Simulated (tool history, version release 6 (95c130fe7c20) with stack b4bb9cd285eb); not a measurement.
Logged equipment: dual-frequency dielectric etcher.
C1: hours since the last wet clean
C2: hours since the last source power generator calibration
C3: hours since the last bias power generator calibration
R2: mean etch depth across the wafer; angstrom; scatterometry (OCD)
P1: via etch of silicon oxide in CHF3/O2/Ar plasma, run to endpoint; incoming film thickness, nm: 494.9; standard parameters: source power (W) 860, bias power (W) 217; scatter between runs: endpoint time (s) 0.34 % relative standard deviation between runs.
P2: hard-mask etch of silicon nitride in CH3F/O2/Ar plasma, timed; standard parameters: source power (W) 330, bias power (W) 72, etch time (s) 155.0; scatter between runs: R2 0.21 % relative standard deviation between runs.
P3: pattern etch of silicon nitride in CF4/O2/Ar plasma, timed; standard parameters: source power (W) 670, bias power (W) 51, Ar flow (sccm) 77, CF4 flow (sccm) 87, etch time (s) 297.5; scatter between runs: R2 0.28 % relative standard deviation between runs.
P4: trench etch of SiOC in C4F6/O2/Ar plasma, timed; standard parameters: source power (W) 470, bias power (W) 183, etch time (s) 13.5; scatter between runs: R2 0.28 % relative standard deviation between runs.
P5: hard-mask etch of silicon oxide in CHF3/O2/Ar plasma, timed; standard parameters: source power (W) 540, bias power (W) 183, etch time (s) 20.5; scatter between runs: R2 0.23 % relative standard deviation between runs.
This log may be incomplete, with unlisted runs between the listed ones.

Run 1, day 0.283: process that ran P1, source power (W) 860, bias power (W) 217; C1 294.7; C2 1061.3; C3 1321.8. Result: endpoint time (s) 203.29.
Run 2, day 0.567: process that ran P1, source power (W) 680, bias power (W) 217; C1 301.5; C2 1068.1; C3 1328.6. Result: endpoint time (s) 222.78.
Run 3, day 0.892: process that ran P3, source power (W) 670, bias power (W) 51, Ar flow (sccm) 77, CF4 flow (sccm) 87, etch time (s) 163.5; C1 309.3; C2 1075.9; C3 1336.4. Result: R2 4137.10 angstrom.
Run 4, day 1.321: process that ran P3, source power (W) 670, bias power (W) 51, Ar flow (sccm) 95, CF4 flow (sccm) 87, etch time (s) 297.5; C1 319.6; C2 1086.2; C3 1346.7. Result: R2 7342.50 angstrom.
Run 5, day 1.554: process that ran P5, source power (W) 540, bias power (W) 183, etch time (s) 20.5; C1 325.2; C2 1091.8; C3 1352.3. Result: R2 394.83 angstrom.
Run 6, day 2.046: process that ran P4, source power (W) 470, bias power (W) 140, etch time (s) 13.5; C1 337.0; C2 1103.6; C3 1364.1. Result: R2 270.08 angstrom.
At day 2.479: wet clean of the chamber.
Run 7, day 2.542: process that ran P3, source power (W) 670, bias power (W) 51, Ar flow (sccm) 77, CF4 flow (sccm) 119, etch time (s) 297.5; C1 1.5; C2 1115.5; C3 1376.0. Result: R2 7819.50 angstrom.
Run 8, day 2.979: process that ran P2, source power (W) 330, bias power (W) 72, etch time (s) 155.0; C1 12.0; C2 1126.0; C3 1386.5. Result: R2 1021.10 angstrom.
Run 9, day 3.412: process that ran P1, source power (W) 1110, bias power (W) 217; C1 22.4; C2 1136.4; C3 1396.9. Result: endpoint time (s) 183.38.
Run 10, day 3.825: process that ran P4, source power (W) 470, bias power (W) 183, etch time (s) 13.5; C1 32.3; C2 1146.3; C3 1406.8. Result: R2 293.84 angstrom.
Run 11, day 4.271: process that ran P2, source power (W) 330, bias power (W) 86, etch time (s) 155.0; C1 43.0; C2 1157.0; C3 1417.5. Result: R2 1082.20 angstrom.
Run 12, day 4.700: process that ran P5, source power (W) 540, bias power (W) 183, etch time (s) 15.0; C1 53.3; C2 1167.3; C3 1427.8. Result: R2 289.49 angstrom.
Run 13, day 4.967: process that ran P3, source power (W) 670, bias power (W) 51, Ar flow (sccm) 77, CF4 flow (sccm) 87, etch time (s) 297.5; C1 59.7; C2 1173.7; C3 1434.2. Result: R2 7553.40 angstrom.
Run 14, day 5.333: process that ran P1, source power (W) 860, bias power (W) 217; C1 68.5; C2 1182.5; C3 1443.0. Result: endpoint time (s) 202.40.
Run 15, day 5.858: process that ran P5, source power (W) 350, bias power (W) 183, etch time (s) 20.5; C1 81.1; C2 1195.1; C3 1455.6. Result: R2 334.77 angstrom.
Run 16, day 6.192: process that ran P3, source power (W) 670, bias power (W) 72, Ar flow (sccm) 77, CF4 flow (sccm) 87, etch time (s) 297.5; C1 89.1; C2 1203.1; C3 1463.6. Result: R2 8535.00 angstrom.
Run 17, day 6.717: process that ran P1, source power (W) 590, bias power (W) 298; C1 101.7; C2 1215.7; C3 1476.2. Result: endpoint time (s) 209.48.
Run 18, day 7.146: process that ran P1, source power (W) 860, bias power (W) 217; C1 112.0; C2 1226.0; C3 1486.5. Result: endpoint time (s) 204.49.
Run 19, day 7.467: process that ran P2, source power (W) 330, bias power (W) 72, etch time (s) 85.0; C1 119.7; C2 1233.7; C3 1494.2. Result: R2 557.50 angstrom.
Run 20, day 7.912: process that ran P2, source power (W) 410, bias power (W) 72, etch time (s) 155.0; C1 130.4; C2 1244.4; C3 1504.9. Result: R2 1102.50 angstrom.
Run 21, day 8.371: process that ran P5, source power (W) 540, bias power (W) 136, etch time (s) 20.5; C1 141.4; C2 1255.4; C3 1515.9. Result: R2 358.22 angstrom.
Run 22, day 8.688: process that ran P4, source power (W) 470, bias power (W) 183, etch time (s) 19.0; C1 149.0; C2 1263.0; C3 1523.5. Result: R2 413.03 angstrom.
Run 23, day 9.033: process that ran P1, source power (W) 600, bias power (W) 166; C1 157.3; C2 1271.3; C3 1531.8. Result: endpoint time (s) 255.15.
Run 24, day 9.525: process that ran P1, source power (W) 860, bias power (W) 217; C1 169.1; C2 1283.1; C3 1543.6. Result: endpoint time (s) 203.27.
Run 25, day 9.829: process that ran P1, source power (W) 1040, bias power (W) 290; C1 176.4; C2 1290.4; C3 1550.9. Result: endpoint time (s) 171.97.
Run 26, day 10.154: process that ran P1, source power (W) 860, bias power (W) 217; C1 184.2; C2 1298.2; C3 1558.7. Result: endpoint time (s) 203.91.
Run 27, day 10.408: process that ran P1, source power (W) 860, bias power (W) 266; C1 190.3; C2 1304.3; C3 1564.8. Result: endpoint time (s) 190.19.
Run 28, day 10.788: process that ran P1, source power (W) 860, bias power (W) 161; C1 199.4; C2 1313.4; C3 1573.9. Result: endpoint time (s) 224.70.
Run 29, day 11.029: process that ran P1, source power (W) 860, bias power (W) 217; C1 205.2; C2 1319.2; C3 1579.7. Result: endpoint time (s) 202.83.
Run 30, day 11.550: process that ran P3, source power (W) 790, bias power (W) 51, Ar flow (sccm) 77, CF4 flow (sccm) 87, etch time (s) 297.5; C1 217.7; C2 1331.7; C3 1592.2. Result: R2 8737.90 angstrom.
Run 31, day 11.808: process that ran P4, source power (W) 660, bias power (W) 183, etch time (s) 13.5; C1 223.9; C2 1337.9; C3 1598.4. Result: R2 336.64 angstrom.
Run 32, day 12.333: process that ran P1, source power (W) 860, bias power (W) 217; C1 236.5; C2 1350.5; C3 1611.0. Result: endpoint time (s) 204.15.
Run 33, day 12.862: process that ran P1, source power (W) 860, bias power (W) 217; C1 249.2; C2 1363.2; C3 1623.7. Result: endpoint time (s) 205.79.
Run 34, day 13.333: process that ran P1, source power (W) 860, bias power (W) 217; C1 260.5; C2 1374.5; C3 1635.0. Result: endpoint time (s) 205.32.
Run 35, day 13.646: process that ran P1, source power (W) 860, bias power (W) 217; C1 268.0; C2 1382.0; C3 1642.5. Result: endpoint time (s) 206.64.
At day 13.867: wet clean of the chamber.
Run 36, day 14.046: process that ran P1, source power (W) 860, bias power (W) 217; C1 4.3; C2 1391.6; C3 1652.1. Result: endpoint time (s) 206.67.
Run 37, day 14.575: process that ran P1, source power (W) 860, bias power (W) 217; C1 17.0; C2 1404.3; C3 1664.8. Result: endpoint time (s) 207.39.
Run 38, day 14.925: process that ran P1, source power (W) 860, bias power (W) 217; C1 25.4; C2 1412.7; C3 1673.2. Result: endpoint time (s) 207.46.

Compared with where it was, what P1 gives has crept away. Each cause listed below fits the log as well as the rest, at the size given for it:
A: bias power that arrives under what is set, % = 4.87
B: source power that arrives under what is set, % = 4.34
At approximately day 12.333, the process output began to creep.
Excluded causes, each with its reason:
chamber walls in a state that lowers the etch rate, %: serviced at day 13.867, after the drift had started, without restoring the earlier output

4 check runs are offered, one wafer each, their results left as question marks. Which one tells the causes apart?
Run check 1, day 15.275: process that ran P3, source power (W) 670, bias power (W) 51, Ar flow (sccm) 77, CF4 flow (sccm) 87, etch time (s) 297.5. Result: R2 ?.
Run check 2, day 15.275: process that ran P2, source power (W) 330, bias power (W) 72, etch time (s) 155.0. Result: R2 ?.
Run check 3, day 15.275: process that ran P4, source power (W) 470, bias power (W) 183, etch time (s) 13.5. Result: R2 ?.
Run check 4, day 15.275: process that ran P5, source power (W) 540, bias power (W) 183, etch time (s) 20.5. Result: R2 ?.

Predicted outcomes, by check and by cause:
  check  result     if A     if B
check 1      R2  7399.30  7246.60
check 2      R2   999.56  1000.10
check 3      R2   289.07   288.57
check 4      R2   388.95   388.94
Gap, in per cent, between the two causes that each check separates least, read from the result that separates them most: check 1 2.09 %; check 2 0.06 %; check 3 0.17 %; check 4 0 %
Check 1 tells the causes apart: in the others they would give nearly the same result.

With check 1 done, the readings were: R2 7394.10 angstrom. Identify which of the listed causes applies.

It is A: bias power that arrives under what is set, %.

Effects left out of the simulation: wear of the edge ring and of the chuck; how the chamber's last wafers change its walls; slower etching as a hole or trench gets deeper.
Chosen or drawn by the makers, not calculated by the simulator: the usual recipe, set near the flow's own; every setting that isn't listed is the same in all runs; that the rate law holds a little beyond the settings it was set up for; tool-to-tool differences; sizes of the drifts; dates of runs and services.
